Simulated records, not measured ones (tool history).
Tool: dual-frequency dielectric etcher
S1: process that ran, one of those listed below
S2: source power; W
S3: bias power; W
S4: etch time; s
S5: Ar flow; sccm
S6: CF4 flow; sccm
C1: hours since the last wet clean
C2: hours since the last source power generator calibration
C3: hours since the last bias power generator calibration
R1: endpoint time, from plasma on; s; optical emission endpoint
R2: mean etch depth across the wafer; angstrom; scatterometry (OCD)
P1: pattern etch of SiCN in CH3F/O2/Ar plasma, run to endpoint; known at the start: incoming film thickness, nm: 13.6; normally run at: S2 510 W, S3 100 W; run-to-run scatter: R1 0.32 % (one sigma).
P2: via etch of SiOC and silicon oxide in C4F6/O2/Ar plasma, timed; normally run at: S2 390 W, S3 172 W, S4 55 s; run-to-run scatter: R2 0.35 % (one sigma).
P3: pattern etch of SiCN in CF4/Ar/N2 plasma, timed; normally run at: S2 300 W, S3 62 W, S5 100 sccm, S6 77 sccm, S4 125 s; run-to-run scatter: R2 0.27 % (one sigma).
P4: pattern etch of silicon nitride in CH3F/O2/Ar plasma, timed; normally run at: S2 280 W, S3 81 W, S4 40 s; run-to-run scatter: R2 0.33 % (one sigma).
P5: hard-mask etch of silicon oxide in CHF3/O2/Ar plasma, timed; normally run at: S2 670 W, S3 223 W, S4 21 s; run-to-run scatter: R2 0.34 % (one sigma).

Run 1, day 0.421: S1 P1, S2 510 W, S3 100 W; C1 309.8; C2 1146.5; C3 2818.4. Result: R1 28.945 s.
Run 2, day 0.683: S1 P4, S2 330 W, S3 81 W, S4 40 s; C1 316.1; C2 1152.8; C3 2824.7. Result: R2 282.78 angstrom.
Run 3, day 1.025: S1 P4, S2 280 W, S3 81 W, S4 49 s; C1 324.3; C2 1161; C3 2832.9. Result: R2 326.29 angstrom.
Run 4, day 1.25: S1 P2, S2 390 W, S3 172 W, S4 55 s; C1 329.7; C2 1166.4; C3 2838.3. Result: R2 612.55 angstrom.
Run 5, day 1.479: S1 P5, S2 670 W, S3 223 W, S4 21 s; C1 335.2; C2 1171.9; C3 2843.8. Result: R2 462.98 angstrom.
Run 6, day 1.912: S1 P3, S2 300 W, S3 62 W, S4 125 s, S5 138 sccm, S6 77 sccm; C1 345.6; C2 1182.3; C3 2854.2. Result: R2 700.66 angstrom.
Run 7, day 2.254: S1 P5, S2 670 W, S3 142 W, S4 21 s; C1 353.8; C2 1190.5; C3 2862.4. Result: R2 398.4 angstrom.
Run 8, day 2.504: S1 P1, S2 510 W, S3 100 W; C1 359.8; C2 1196.5; C3 2868.4. Result: R1 28.841 s.
Run 9, day 2.892: S1 P4, S2 280 W, S3 81 W, S4 40 s; C1 369.1; C2 1205.8; C3 2877.7. Result: R2 267.46 angstrom.
Run 10, day 3.354: S1 P5, S2 940 W, S3 223 W, S4 21 s; C1 380.2; C2 1216.9; C3 2888.8. Result: R2 525.22 angstrom.
Run 11, day 3.767: S1 P5, S2 670 W, S3 223 W, S4 14 s; C1 390.1; C2 1226.8; C3 2898.7. Result: R2 309.06 angstrom.
Run 12, day 3.996: S1 P1, S2 510 W, S3 100 W; C1 395.6; C2 1232.3; C3 2904.2. Result: R1 29.012 s.
Run 13, day 4.279: S1 P4, S2 280 W, S3 53 W, S4 40 s; C1 402.4; C2 1239.1; C3 2911. Result: R2 229.34 angstrom.
Run 14, day 4.779: S1 P2, S2 390 W, S3 218 W, S4 55 s; C1 414.4; C2 1251.1; C3 2923. Result: R2 660.29 angstrom.
Run 15, day 5.075: S1 P3, S2 230 W, S3 62 W, S4 125 s, S5 100 sccm, S6 77 sccm; C1 421.5; C2 1258.2; C3 2930.1. Result: R2 579.12 angstrom.
Run 16, day 5.583: S1 P3, S2 300 W, S3 62 W, S4 125 s, S5 100 sccm, S6 96 sccm; C1 433.7; C2 1270.4; C3 2942.3. Result: R2 758.7 angstrom.
Run 17, day 5.938: S1 P3, S2 300 W, S3 62 W, S4 173 s, S5 100 sccm, S6 77 sccm; C1 442.2; C2 1278.9; C3 2950.8. Result: R2 1021.1 angstrom.
Run 18, day 6.233: S1 P1, S2 660 W, S3 66 W; C1 449.3; C2 1286; C3 2957.9. Result: R1 30.436 s.
Run 19, day 6.546: S1 P1, S2 510 W, S3 135 W; C1 456.8; C2 1293.5; C3 2965.4. Result: R1 25.909 s.
Run 20, day 6.904: S1 P1, S2 690 W, S3 100 W; C1 465.4; C2 1302.1; C3 2974. Result: R1 25.894 s.
Run 21, day 7.342: S1 P5, S2 670 W, S3 223 W, S4 21 s; C1 475.9; C2 1312.6; C3 2984.5. Result: R2 461.94 angstrom.
Run 22, day 7.721: S1 P1, S2 510 W, S3 100 W; C1 485; C2 1321.7; C3 2993.6. Result: R1 28.876 s.
Run 23, day 8.033: S1 P2, S2 390 W, S3 172 W, S4 68 s; C1 492.5; C2 1329.2; C3 3001.1. Result: R2 757.33 angstrom.
Run 24, day 8.533: S1 P3, S2 300 W, S3 62 W, S4 125 s, S5 100 sccm, S6 77 sccm; C1 504.5; C2 1341.2; C3 3013.1. Result: R2 732.53 angstrom.

Run 25 comes next. What will it give?
Run 25, day 8.771: S1 P3, S2 300 W, S3 39 W, S4 125 s, S5 100 sccm, S6 77 sccm; C1 510.2; C2 1346.9; C3 3018.8. Result: R2 ?.

R2: 632.44 angstrom
